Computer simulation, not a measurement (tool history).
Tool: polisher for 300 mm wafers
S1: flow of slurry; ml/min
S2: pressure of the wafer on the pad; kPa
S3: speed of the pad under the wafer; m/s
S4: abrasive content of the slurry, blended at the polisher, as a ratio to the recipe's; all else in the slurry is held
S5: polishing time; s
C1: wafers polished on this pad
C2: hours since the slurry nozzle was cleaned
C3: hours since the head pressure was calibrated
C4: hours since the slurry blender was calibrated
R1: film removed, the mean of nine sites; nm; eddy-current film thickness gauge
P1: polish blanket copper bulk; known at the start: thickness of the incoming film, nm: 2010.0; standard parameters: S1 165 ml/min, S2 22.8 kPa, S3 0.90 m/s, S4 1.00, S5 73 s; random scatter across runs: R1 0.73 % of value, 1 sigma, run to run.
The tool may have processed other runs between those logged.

{"run": 1, "day": 0.721, "S1": 165, "S2": 22.8, "S3": 0.9, "S4": 1.0, "S5": 73, "C1": 600, "C2": 200.3, "C3": 410.8, "C4": 123.3, "R1": 742.6}
{"run": 2, "day": 1.104, "S1": 165, "S2": 22.8, "S3": 0.9, "S4": 1.0, "S5": 73, "C1": 681, "C2": 209.5, "C3": 420.0, "C4": 132.5, "R1": 738.06}
{"run": 3, "day": 1.55, "S1": 165, "S2": 31.0, "S3": 0.9, "S4": 1.0, "S5": 73, "C1": 775, "C2": 220.2, "C3": 430.7, "C4": 143.2, "R1": 1007.6}
{"run": 4, "day": 2.054, "S1": 165, "S2": 22.8, "S3": 0.9, "S4": 1.0, "S5": 33, "C1": 881, "C2": 232.3, "C3": 442.8, "C4": 155.3, "R1": 332.42}
{"run": 5, "day": 2.758, "S1": 165, "S2": 13.1, "S3": 0.9, "S4": 1.0, "S5": 73, "C1": 1029, "C2": 249.2, "C3": 459.7, "C4": 172.2, "R1": 426.37}
{"run": 6, "day": 3.233, "S1": 250, "S2": 22.8, "S3": 0.9, "S4": 1.0, "S5": 73, "C1": 1129, "C2": 260.6, "C3": 471.1, "C4": 183.6, "R1": 784.0}
{"run": 7, "day": 3.642, "S1": 165, "S2": 22.8, "S3": 1.32, "S4": 0.7, "S5": 73, "C1": 1215, "C2": 270.4, "C3": 480.9, "C4": 193.4, "R1": 1006.7}
{"run": 8, "day": 4.154, "S1": 165, "S2": 22.8, "S3": 0.9, "S4": 1.0, "S5": 73, "C1": 1323, "C2": 282.7, "C3": 493.2, "C4": 205.7, "R1": 749.84}
{"run": 9, "day": 4.738, "S1": 165, "S2": 22.8, "S3": 0.9, "S4": 1.0, "S5": 73, "C1": 1446, "C2": 296.7, "C3": 507.2, "C4": 219.7, "R1": 742.95}
{"run": 10, "day": 5.238, "S1": 165, "S2": 22.8, "S3": 0.9, "S4": 1.0, "S5": 73, "C1": 1551, "C2": 308.7, "C3": 519.2, "C4": 231.7, "R1": 748.23}
{"run": 11, "day": 5.708, "S1": 100, "S2": 22.8, "S3": 0.9, "S4": 1.3, "S5": 73, "C1": 1650, "C2": 320.0, "C3": 530.5, "C4": 243.0, "R1": 709.5}
{"run": 12, "day": 6.308, "S1": 165, "S2": 22.8, "S3": 1.42, "S4": 1.0, "S5": 73, "C1": 1776, "C2": 334.4, "C3": 544.9, "C4": 257.4, "R1": 1184.4}
{"day": 6.404, "done": "worn pad replaced by a new one"}
{"run": 13, "day": 7.1, "S1": 100, "S2": 22.8, "S3": 0.9, "S4": 1.0, "S5": 73, "C1": 146, "C2": 353.4, "C3": 563.9, "C4": 276.4, "R1": 672.07}
{"run": 14, "day": 7.479, "S1": 165, "S2": 22.8, "S3": 0.9, "S4": 1.0, "S5": 99, "C1": 226, "C2": 362.5, "C3": 573.0, "C4": 285.5, "R1": 1007.8}
{"run": 15, "day": 7.929, "S1": 165, "S2": 22.8, "S3": 0.9, "S4": 1.45, "S5": 73, "C1": 321, "C2": 373.3, "C3": 583.8, "C4": 296.3, "R1": 814.19}

Run 16 comes next. What will it give?
{"run": 16, "day": 8.475, "S1": 165, "S2": 22.8, "S3": 0.9, "S4": 1.0, "S5": 73, "C1": 436, "C2": 386.4, "C3": 596.9, "C4": 309.4, "R1": "?"}

R1: 739.85 nm
